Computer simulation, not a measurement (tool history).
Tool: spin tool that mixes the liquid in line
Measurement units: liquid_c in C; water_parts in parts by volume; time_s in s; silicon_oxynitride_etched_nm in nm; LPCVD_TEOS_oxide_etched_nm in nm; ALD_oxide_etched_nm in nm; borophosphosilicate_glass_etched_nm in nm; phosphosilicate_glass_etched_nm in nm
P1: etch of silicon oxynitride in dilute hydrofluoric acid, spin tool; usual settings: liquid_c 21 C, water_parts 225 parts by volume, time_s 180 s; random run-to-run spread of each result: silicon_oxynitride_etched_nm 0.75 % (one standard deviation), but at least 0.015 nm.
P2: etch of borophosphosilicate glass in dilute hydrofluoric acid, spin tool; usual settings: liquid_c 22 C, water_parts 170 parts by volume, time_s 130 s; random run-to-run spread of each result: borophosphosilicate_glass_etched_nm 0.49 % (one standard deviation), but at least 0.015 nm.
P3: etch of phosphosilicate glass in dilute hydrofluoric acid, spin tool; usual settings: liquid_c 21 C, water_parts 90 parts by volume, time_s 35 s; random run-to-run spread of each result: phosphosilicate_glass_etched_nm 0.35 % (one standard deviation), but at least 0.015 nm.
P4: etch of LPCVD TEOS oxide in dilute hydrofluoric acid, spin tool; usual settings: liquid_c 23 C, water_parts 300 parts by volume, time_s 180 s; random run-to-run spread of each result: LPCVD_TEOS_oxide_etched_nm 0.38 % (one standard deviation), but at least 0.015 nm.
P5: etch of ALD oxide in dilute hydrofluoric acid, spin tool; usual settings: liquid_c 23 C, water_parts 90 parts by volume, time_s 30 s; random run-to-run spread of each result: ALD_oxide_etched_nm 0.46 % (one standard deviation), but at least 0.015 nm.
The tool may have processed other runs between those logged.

run,hour,process,liquid_c,water_parts,time_s,hours since the thermometer was replaced,hours since the hydrofluoric acid flow meter was replaced,silicon_oxynitride_etched_nm,LPCVD_TEOS_oxide_etched_nm,ALD_oxide_etched_nm,borophosphosilicate_glass_etched_nm,phosphosilicate_glass_etched_nm
1,8.8,P1,21,225,180,145.5,371.4,3.1281,,,,
2,16.1,P4,23,300,85,152.8,378.7,,7.8129,,,
3,29.8,P1,21,225,180,166.5,392.4,3.1161,,,,
4,42.2,P1,21,225,180,178.9,404.8,3.1237,,,,
5,53.9,P1,21,225,65,190.6,416.5,1.1453,,,,
6,64.4,P5,17.5,90,30,201.1,427,,,5.1861,,
7,76.1,P5,23,90,15,212.8,438.7,,,3.2498,,
8,83.5,P4,23,490,180,220.2,446.1,,8.5823,,,
9,91.8,P1,17,225,180,228.5,454.4,2.6367,,,,
10,98.8,P2,22,170,130,235.5,461.4,,,,40.091,
11,109.7,P3,21,90,35,246.4,472.3,,,,,30.242
12,116.9,P5,23,165,30,253.6,479.5,,,3.2436,,
13,130.7,P1,21,225,180,267.4,493.3,3.1608,,,,
14,143.6,P1,27,225,335,280.3,506.2,7.6432,,,,
15,155.7,P3,21,20,35,292.4,518.3,,,,,148
16,164,P1,21,225,180,300.7,526.6,3.1365,,,,
17,172.7,P1,21,50,180,309.4,535.3,16.109,,,,
18,187,P4,23,300,180,323.7,549.6,,16.62,,,
19,195.7,P1,28.5,225,180,332.4,558.3,4.3742,,,,
20,209.8,P3,29.5,90,35,346.5,572.4,,,,,42.614
21,222.6,P1,21,335,180,359.3,585.2,1.9813,,,,
22,236.1,P3,21,90,20,372.8,598.7,,,,,17.452
23,244.1,P2,22,170,260,380.8,606.7,,,,79.978,
24,258.6,P5,23,90,30,395.3,621.2,,,6.4807,,
25,266,P2,17,170,130,402.7,628.6,,,,32.888,
26,280.6,P2,22,280,130,417.3,643.2,,,,21.776,
27,293,P4,28.5,300,180,429.7,655.6,,19.969,,,
28,307.2,P1,21,225,320,443.9,669.8,5.6542,,,,
29,320.7,P1,21,225,180,457.4,683.3,3.1739,,,,
30,329.3,P1,21,225,180,466,691.9,3.0603,,,,
31,340.4,P1,21,225,180,477.1,703,2.9065,,,,
32,347.4,P1,21,225,180,484.1,710,2.9238,,,,
33,355.3,P1,21,225,180,492,717.9,2.8635,,,,
34,369.3,P1,21,225,180,506,731.9,2.8692,,,,

Run 35 is up next; what results do you expect?
35,380.4,P1,21,225,180,517.1,743,?,,,,

{"run 35": {"silicon_oxynitride_etched_nm": 2.8581}}
